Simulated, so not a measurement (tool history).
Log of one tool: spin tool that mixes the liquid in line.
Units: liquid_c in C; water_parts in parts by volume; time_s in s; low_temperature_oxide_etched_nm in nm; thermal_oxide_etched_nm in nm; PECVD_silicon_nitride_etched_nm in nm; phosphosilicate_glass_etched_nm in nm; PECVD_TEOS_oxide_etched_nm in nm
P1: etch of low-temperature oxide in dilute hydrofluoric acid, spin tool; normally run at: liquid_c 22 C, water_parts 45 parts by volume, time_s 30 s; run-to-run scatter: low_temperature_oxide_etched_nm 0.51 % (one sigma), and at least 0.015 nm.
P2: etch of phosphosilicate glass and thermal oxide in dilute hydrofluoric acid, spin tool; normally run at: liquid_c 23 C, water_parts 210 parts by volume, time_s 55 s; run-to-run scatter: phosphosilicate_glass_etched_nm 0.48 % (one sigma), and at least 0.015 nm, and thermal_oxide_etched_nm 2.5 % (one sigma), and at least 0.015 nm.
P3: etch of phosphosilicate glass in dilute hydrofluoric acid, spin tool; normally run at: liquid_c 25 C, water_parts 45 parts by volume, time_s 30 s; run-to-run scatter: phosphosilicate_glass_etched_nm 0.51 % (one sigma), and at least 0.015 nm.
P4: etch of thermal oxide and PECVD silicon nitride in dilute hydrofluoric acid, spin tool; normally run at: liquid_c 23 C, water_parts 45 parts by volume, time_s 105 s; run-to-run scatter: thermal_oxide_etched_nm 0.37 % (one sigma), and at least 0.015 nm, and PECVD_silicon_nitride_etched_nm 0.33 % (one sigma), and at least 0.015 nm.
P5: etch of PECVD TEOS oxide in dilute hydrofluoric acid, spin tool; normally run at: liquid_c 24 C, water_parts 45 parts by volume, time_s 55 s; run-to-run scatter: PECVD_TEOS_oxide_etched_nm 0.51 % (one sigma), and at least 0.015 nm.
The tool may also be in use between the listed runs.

| run | day | process | liquid_c | water_parts | time_s | hours since the thermometer was replaced | hours since the hydrofluoric acid flow meter was replaced | low_temperature_oxide_etched_nm | thermal_oxide_etched_nm | PECVD_silicon_nitride_etched_nm | phosphosilicate_glass_etched_nm | PECVD_TEOS_oxide_etched_nm |
|---|---|---|---|---|---|---|---|---|---|---|---|---|
| 1 | 0.596 | P1 | 22 | 45 | 30 | 827.3 | 1465 | 21.896 |  |  |  |  |
| 2 | 1.138 | P1 | 17.5 | 45 | 30 | 840.3 | 1478 | 18.16 |  |  |  |  |
| 3 | 1.579 | P4 | 23 | 45 | 105 | 850.9 | 1488.6 |  | 10.701 | 12.131 |  |  |
| 4 | 1.921 | P2 | 19.5 | 210 | 55 | 859.1 | 1496.8 |  | 0.95755 |  | 13.131 |  |
| 5 | 2.562 | P3 | 25 | 45 | 30 | 874.5 | 1512.2 |  |  |  | 62.519 |  |
| 6 | 3.021 | P1 | 22 | 45 | 30 | 885.5 | 1523.2 | 21.843 |  |  |  |  |
| 7 | 3.304 | P1 | 29.5 | 45 | 15 | 892.3 | 1530 | 14.81 |  |  |  |  |
| 8 | 3.921 | P3 | 25 | 60 | 30 | 907.1 | 1544.8 |  |  |  | 46.171 |  |
| 9 | 4.267 | P4 | 23 | 45 | 15 | 915.4 | 1553.1 |  | 1.5298 | 1.7511 |  |  |
| 10 | 4.646 | P1 | 27.5 | 45 | 30 | 924.5 | 1562.2 | 27.506 |  |  |  |  |
| 11 | 5.262 | P1 | 22 | 45 | 15 | 939.3 | 1577 | 11.125 |  |  |  |  |
| 12 | 5.725 | P5 | 24 | 45 | 55 | 950.4 | 1588.1 |  |  |  |  | 10.963 |
| 13 | 6.342 | P1 | 22 | 45 | 30 | 965.2 | 1602.9 | 21.895 |  |  |  |  |
| 14 | 6.962 | P1 | 22 | 65 | 30 | 980.1 | 1617.8 | 14.905 |  |  |  |  |
| 15 | 7.3 | P2 | 23 | 210 | 105 | 988.2 | 1625.9 |  | 2.064 |  | 28.346 |  |
| 16 | 7.821 | P2 | 23 | 105 | 55 | 1000.7 | 1638.4 |  | 2.4217 |  | 33.172 |  |
| 17 | 8.246 | P5 | 24 | 20 | 55 | 1010.9 | 1648.6 |  |  |  |  | 25.78 |
| 18 | 8.562 | P1 | 22 | 20 | 30 | 1018.5 | 1656.2 | 50.805 |  |  |  |  |
| 19 | 9.108 | P1 | 22 | 75 | 50 | 1031.6 | 1669.3 | 21.25 |  |  |  |  |
| 20 | 9.712 | P5 | 24 | 45 | 55 | 1046.1 | 1683.8 |  |  |  |  | 10.976 |
| 21 | 10.083 | P2 | 23 | 210 | 55 | 1055 | 1692.7 |  | 0.97702 |  | 14.825 |  |
| 22 | 10.467 | P1 | 26.5 | 45 | 15 | 1064.2 | 1701.9 | 13.106 |  |  |  |  |
| 23 | 10.75 | P3 | 18.5 | 45 | 30 | 1071 | 1708.7 |  |  |  | 47.602 |  |
| 24 | 11.262 | P3 | 25 | 45 | 30 | 1083.3 | 1721 |  |  |  | 63.366 |  |
| 25 | 11.779 | P5 | 32.5 | 45 | 55 | 1095.7 | 1733.4 |  |  |  |  | 15.594 |
| 26 | 12.375 | P4 | 23 | 20 | 105 | 1110 | 1747.7 |  | 25.063 | 26.635 |  |  |
| 27 | 12.792 | P1 | 22 | 45 | 60 | 1120 | 1757.7 | 43.997 |  |  |  |  |
| 28 | 13.071 | P3 | 25 | 45 | 55 | 1126.7 | 1764.4 |  |  |  | 116.47 |  |
|  | 13.229 | thermometer replaced |
| 29 | 13.679 | P2 | 23 | 210 | 55 | 10.8 | 1779 |  | 1.1213 |  | 14.797 |  |
| 30 | 13.996 | P5 | 24 | 45 | 15 | 18.4 | 1786.6 |  |  |  |  | 2.9977 |
| 31 | 14.6 | P1 | 22 | 45 | 30 | 32.9 | 1801.1 | 21.815 |  |  |  |  |
| 32 | 15.096 | P4 | 17 | 45 | 105 | 44.8 | 1813 |  | 8.2917 | 7.9864 |  |  |
| 33 | 15.467 | P1 | 22 | 45 | 30 | 53.7 | 1821.9 | 22.103 |  |  |  |  |
| 34 | 16.062 | P1 | 22 | 45 | 30 | 68 | 1836.2 | 21.225 |  |  |  |  |
| 35 | 16.688 | P1 | 22 | 45 | 30 | 83 | 1851.2 | 20.622 |  |  |  |  |
| 36 | 17.025 | P1 | 22 | 45 | 30 | 91.1 | 1859.3 | 20.458 |  |  |  |  |
| 37 | 17.417 | P1 | 22 | 45 | 30 | 100.5 | 1868.7 | 20.248 |  |  |  |  |
| 38 | 17.846 | P1 | 22 | 45 | 30 | 110.8 | 1879 | 20.271 |  |  |  |  |
| 39 | 18.392 | P1 | 22 | 45 | 30 | 123.9 | 1892.1 | 20.137 |  |  |  |  |
| 40 | 18.708 | P1 | 22 | 45 | 30 | 131.5 | 1899.7 | 20.116 |  |  |  |  |
| 41 | 19.321 | P1 | 22 | 45 | 30 | 146.2 | 1914.4 | 19.961 |  |  |  |  |
| 42 | 19.854 | P1 | 22 | 45 | 30 | 159 | 1927.2 | 20.017 |  |  |  |  |

What P1 gives has crept away from where it was. These 2 causes fit the log equally well, each at the size given:
A: hydrofluoric acid flow below the setpoint (%) = 8.27
B: liquid colder than its thermometer reads (K) = 2.17
The creep began at about day 15.467.

4 check runs are offered, one wafer each, their results left as question marks. Which one tells the causes apart?
| check 1 | 20.388 | P3 | 20 | 45 | 55 |  |  |  |  |  | ? |  |
| check 2 | 20.388 | P4 | 17 | 45 | 105 |  |  |  | ? | ? |  |  |
| check 3 | 20.388 | P5 | 31.5 | 30 | 55 |  |  |  |  |  |  | ? |
| check 4 | 20.388 | P2 | 19.5 | 110 | 55 |  |  |  | ? |  | ? |  |

What each check would give under each cause:
| check | result | if A | if B |
|---|---|---|---|
| check 1 | phosphosilicate_glass_etched_nm | 85.504 | 85.332 |
| check 2 | thermal_oxide_etched_nm | 7.607 | 7.5725 |
| check 2 | PECVD_silicon_nitride_etched_nm | 7.3624 | 6.8498 |
| check 3 | PECVD_TEOS_oxide_etched_nm | 20.878 | 20.962 |
| check 4 | thermal_oxide_etched_nm | 1.7856 | 1.7985 |
| check 4 | phosphosilicate_glass_etched_nm | 25.068 | 25.249 |
How far apart the two closest causes lie, in the result that separates them most: check 1 0.2 %; check 2 7.22 %; check 3 0.4 %; check 4 0.72 %
Check 2 tells the causes apart: in the others they would give nearly the same result.

Then check 2 was run and gave: thermal_oxide_etched_nm 7.5483 nm; PECVD_silicon_nitride_etched_nm 7.3636 nm. Which cause is it?

It is A: hydrofluoric acid flow below the setpoint (%).
